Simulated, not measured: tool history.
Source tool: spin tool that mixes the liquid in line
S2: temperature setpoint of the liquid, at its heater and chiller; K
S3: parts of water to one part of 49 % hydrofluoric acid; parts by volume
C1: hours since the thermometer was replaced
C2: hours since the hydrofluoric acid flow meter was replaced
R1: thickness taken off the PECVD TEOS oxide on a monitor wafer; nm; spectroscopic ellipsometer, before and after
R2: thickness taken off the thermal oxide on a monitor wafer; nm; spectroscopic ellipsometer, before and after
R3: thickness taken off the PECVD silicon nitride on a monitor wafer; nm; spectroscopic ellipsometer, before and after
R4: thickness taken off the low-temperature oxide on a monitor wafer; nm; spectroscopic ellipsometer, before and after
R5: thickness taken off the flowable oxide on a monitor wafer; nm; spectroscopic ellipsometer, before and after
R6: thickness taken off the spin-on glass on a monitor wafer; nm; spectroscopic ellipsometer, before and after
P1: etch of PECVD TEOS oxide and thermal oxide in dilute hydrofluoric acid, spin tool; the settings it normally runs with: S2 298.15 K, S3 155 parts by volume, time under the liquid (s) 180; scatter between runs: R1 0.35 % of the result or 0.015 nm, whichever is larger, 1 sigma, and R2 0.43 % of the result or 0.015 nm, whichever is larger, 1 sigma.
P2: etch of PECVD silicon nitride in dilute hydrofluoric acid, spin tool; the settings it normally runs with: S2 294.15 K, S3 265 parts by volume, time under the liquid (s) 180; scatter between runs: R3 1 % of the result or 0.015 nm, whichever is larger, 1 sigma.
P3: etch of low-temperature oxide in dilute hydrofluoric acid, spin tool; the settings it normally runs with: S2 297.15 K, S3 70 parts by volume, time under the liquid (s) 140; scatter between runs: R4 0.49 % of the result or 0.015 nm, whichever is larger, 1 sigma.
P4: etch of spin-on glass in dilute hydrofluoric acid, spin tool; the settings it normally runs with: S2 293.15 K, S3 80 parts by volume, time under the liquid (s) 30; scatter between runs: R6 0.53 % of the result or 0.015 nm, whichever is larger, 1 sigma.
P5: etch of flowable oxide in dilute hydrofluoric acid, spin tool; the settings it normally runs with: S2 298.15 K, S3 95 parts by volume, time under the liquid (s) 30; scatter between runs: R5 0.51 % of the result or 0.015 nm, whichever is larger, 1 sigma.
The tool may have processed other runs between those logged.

{"run": 1, "day": 0.496, "process that ran": "P1", "S2": 298.15, "S3": 155, "time under the liquid (s)": 180, "C1": 1056.5, "C2": 726.3, "R1": 14.474, "R2": 5.097}
{"run": 2, "day": 0.946, "process that ran": "P1", "S2": 301.65, "S3": 155, "time under the liquid (s)": 180, "C1": 1067.3, "C2": 737.1, "R1": 16.433, "R2": 5.85}
{"run": 3, "day": 1.425, "process that ran": "P1", "S2": 298.15, "S3": 155, "time under the liquid (s)": 180, "C1": 1078.8, "C2": 748.6, "R1": 14.436, "R2": 5.1327}
{"run": 4, "day": 1.767, "process that ran": "P1", "S2": 298.15, "S3": 155, "time under the liquid (s)": 180, "C1": 1087.0, "C2": 756.8, "R1": 14.412, "R2": 5.1622}
{"run": 5, "day": 2.258, "process that ran": "P2", "S2": 294.15, "S3": 265, "time under the liquid (s)": 320, "C1": 1098.8, "C2": 768.6, "R3": 3.8675}
{"run": 6, "day": 2.862, "process that ran": "P3", "S2": 297.15, "S3": 125, "time under the liquid (s)": 140, "C1": 1113.3, "C2": 783.1, "R4": 11.762}
{"run": 7, "day": 3.212, "process that ran": "P1", "S2": 298.15, "S3": 75, "time under the liquid (s)": 180, "C1": 1121.7, "C2": 791.5, "R1": 33.112, "R2": 11.73}
{"run": 8, "day": 3.671, "process that ran": "P2", "S2": 294.15, "S3": 115, "time under the liquid (s)": 180, "C1": 1132.7, "C2": 802.5, "R3": 4.8675}
{"run": 9, "day": 3.962, "process that ran": "P5", "S2": 298.15, "S3": 95, "time under the liquid (s)": 15, "C1": 1139.7, "C2": 809.5, "R5": 8.3144}
{"run": 10, "day": 4.446, "process that ran": "P2", "S2": 294.15, "S3": 265, "time under the liquid (s)": 180, "C1": 1151.3, "C2": 821.1, "R3": 2.1635}
{"run": 11, "day": 4.904, "process that ran": "P5", "S2": 298.15, "S3": 155, "time under the liquid (s)": 30, "C1": 1162.3, "C2": 832.1, "R5": 9.5453}
{"run": 12, "day": 5.308, "process that ran": "P1", "S2": 298.15, "S3": 155, "time under the liquid (s)": 180, "C1": 1172.0, "C2": 841.8, "R1": 14.396, "R2": 5.1329}
{"run": 13, "day": 5.829, "process that ran": "P1", "S2": 290.15, "S3": 155, "time under the liquid (s)": 180, "C1": 1184.5, "C2": 854.3, "R1": 10.565, "R2": 3.7294}
{"run": 14, "day": 6.288, "process that ran": "P4", "S2": 293.15, "S3": 80, "time under the liquid (s)": 30, "C1": 1195.5, "C2": 865.3, "R6": 14.7}
{"run": 15, "day": 6.658, "process that ran": "P4", "S2": 293.15, "S3": 145, "time under the liquid (s)": 30, "C1": 1204.4, "C2": 874.2, "R6": 7.5979}
{"run": 16, "day": 7.112, "process that ran": "P1", "S2": 302.15, "S3": 155, "time under the liquid (s)": 290, "C1": 1215.3, "C2": 885.1, "R1": 26.96, "R2": 9.5453}
{"run": 17, "day": 7.567, "process that ran": "P1", "S2": 298.15, "S3": 155, "time under the liquid (s)": 15, "C1": 1226.2, "C2": 896.0, "R1": 1.2052, "R2": 0.4425}
{"run": 18, "day": 8.021, "process that ran": "P1", "S2": 298.15, "S3": 155, "time under the liquid (s)": 180, "C1": 1237.1, "C2": 906.9, "R1": 14.479, "R2": 5.1852}
{"run": 19, "day": 8.346, "process that ran": "P1", "S2": 298.15, "S3": 155, "time under the liquid (s)": 180, "C1": 1244.9, "C2": 914.7, "R1": 14.512, "R2": 5.1394}
{"run": 20, "day": 8.671, "process that ran": "P4", "S2": 299.65, "S3": 80, "time under the liquid (s)": 30, "C1": 1252.7, "C2": 922.5, "R6": 19.274}
{"run": 21, "day": 9.188, "process that ran": "P4", "S2": 293.15, "S3": 80, "time under the liquid (s)": 15, "C1": 1265.1, "C2": 934.9, "R6": 7.3594}
{"run": 22, "day": 9.521, "process that ran": "P3", "S2": 290.15, "S3": 70, "time under the liquid (s)": 140, "C1": 1273.1, "C2": 942.9, "R4": 16.709}
{"run": 23, "day": 10.146, "process that ran": "P3", "S2": 297.15, "S3": 70, "time under the liquid (s)": 140, "C1": 1288.1, "C2": 957.9, "R4": 22.102}
{"run": 24, "day": 10.542, "process that ran": "P5", "S2": 298.15, "S3": 95, "time under the liquid (s)": 30, "C1": 1297.6, "C2": 967.4, "R5": 16.687}
{"run": 25, "day": 11.021, "process that ran": "P2", "S2": 290.15, "S3": 265, "time under the liquid (s)": 180, "C1": 1309.1, "C2": 978.9, "R3": 1.6654}
{"run": 26, "day": 11.475, "process that ran": "P1", "S2": 298.15, "S3": 155, "time under the liquid (s)": 290, "C1": 1320.0, "C2": 989.8, "R1": 23.245, "R2": 8.2918}
{"run": 27, "day": 11.921, "process that ran": "P3", "S2": 297.15, "S3": 70, "time under the liquid (s)": 210, "C1": 1330.7, "C2": 1000.5, "R4": 33.524}
{"run": 28, "day": 12.292, "process that ran": "P5", "S2": 303.65, "S3": 95, "time under the liquid (s)": 30, "C1": 1339.6, "C2": 1009.4, "R5": 20.547}
{"run": 29, "day": 12.604, "process that ran": "P1", "S2": 298.15, "S3": 275, "time under the liquid (s)": 180, "C1": 1347.1, "C2": 1016.9, "R1": 7.178, "R2": 2.5335}
{"run": 30, "day": 13.021, "process that ran": "P1", "S2": 298.15, "S3": 155, "time under the liquid (s)": 180, "C1": 1357.1, "C2": 1026.9, "R1": 14.442, "R2": 5.0947}
{"run": 31, "day": 13.317, "process that ran": "P1", "S2": 298.15, "S3": 155, "time under the liquid (s)": 180, "C1": 1364.2, "C2": 1034.0, "R1": 13.96, "R2": 4.9812}
{"run": 32, "day": 13.7, "process that ran": "P1", "S2": 298.15, "S3": 155, "time under the liquid (s)": 180, "C1": 1373.4, "C2": 1043.2, "R1": 13.839, "R2": 4.8551}
{"run": 33, "day": 14.096, "process that ran": "P1", "S2": 298.15, "S3": 155, "time under the liquid (s)": 180, "C1": 1382.9, "C2": 1052.7, "R1": 13.515, "R2": 4.7757}
{"run": 34, "day": 14.617, "process that ran": "P1", "S2": 298.15, "S3": 155, "time under the liquid (s)": 180, "C1": 1395.4, "C2": 1065.2, "R1": 13.315, "R2": 4.7569}
{"run": 35, "day": 15.183, "process that ran": "P1", "S2": 298.15, "S3": 155, "time under the liquid (s)": 180, "C1": 1409.0, "C2": 1078.8, "R1": 13.257, "R2": 4.6456}
{"run": 36, "day": 15.754, "process that ran": "P1", "S2": 298.15, "S3": 155, "time under the liquid (s)": 180, "C1": 1422.7, "C2": 1092.5, "R1": 13.256, "R2": 4.671}
{"run": 37, "day": 16.292, "process that ran": "P1", "S2": 298.15, "S3": 155, "time under the liquid (s)": 180, "C1": 1435.6, "C2": 1105.4, "R1": 13.194, "R2": 4.6721}

The log shows P1 creeping away from where it was. Any of the 2 causes listed here, at the size stated for it, fits the log just as well as the others:
A: liquid colder than its thermometer reads (K) = 2.44
B: hydrofluoric acid flow below the setpoint (%) = 7.55
Creep in the process output first set in at about day 13.021.

The list below offers 4 check runs, each averaging the results of 2 wafers, and shows each result as a question mark. For which of them would the listed causes give clearly different results?
{"run": "check 1", "day": 16.829, "process that ran": "P2", "S2": 290.15, "S3": 265, "time under the liquid (s)": 180, "R3": "?"}
{"run": "check 2", "day": 16.829, "process that ran": "P5", "S2": 301.15, "S3": 95, "time under the liquid (s)": 15, "R5": "?"}
{"run": "check 3", "day": 16.829, "process that ran": "P4", "S2": 293.15, "S3": 140, "time under the liquid (s)": 30, "R6": "?"}
{"run": "check 4", "day": 16.829, "process that ran": "P3", "S2": 297.15, "S3": 110, "time under the liquid (s)": 140, "R4": "?"}

Predicted outcomes, by check and by cause:
check=check_1 result=R3 if_A=1.4304 if_B=1.5629
check=check_2 result=R5 if_A=8.5465 if_B=8.5946
check=check_3 result=R6 if_A=7.1337 if_B=7.1941
check=check_4 result=R4 if_A=12.268 if_B=12.364
Distance between the nearest two causes, measured in the result of the check that separates them most: check 1 8.86 %; check 2 0.56 %; check 3 0.84 %; check 4 0.78 %
The other checks would show nearly matching results whichever cause is true, so check 1 is the only one that separates the causes.

With check 1 done, the readings were: R3 1.4339 nm. Identify which of the listed causes applies.

The correct cause is A, namely: liquid colder than its thermometer reads (K).
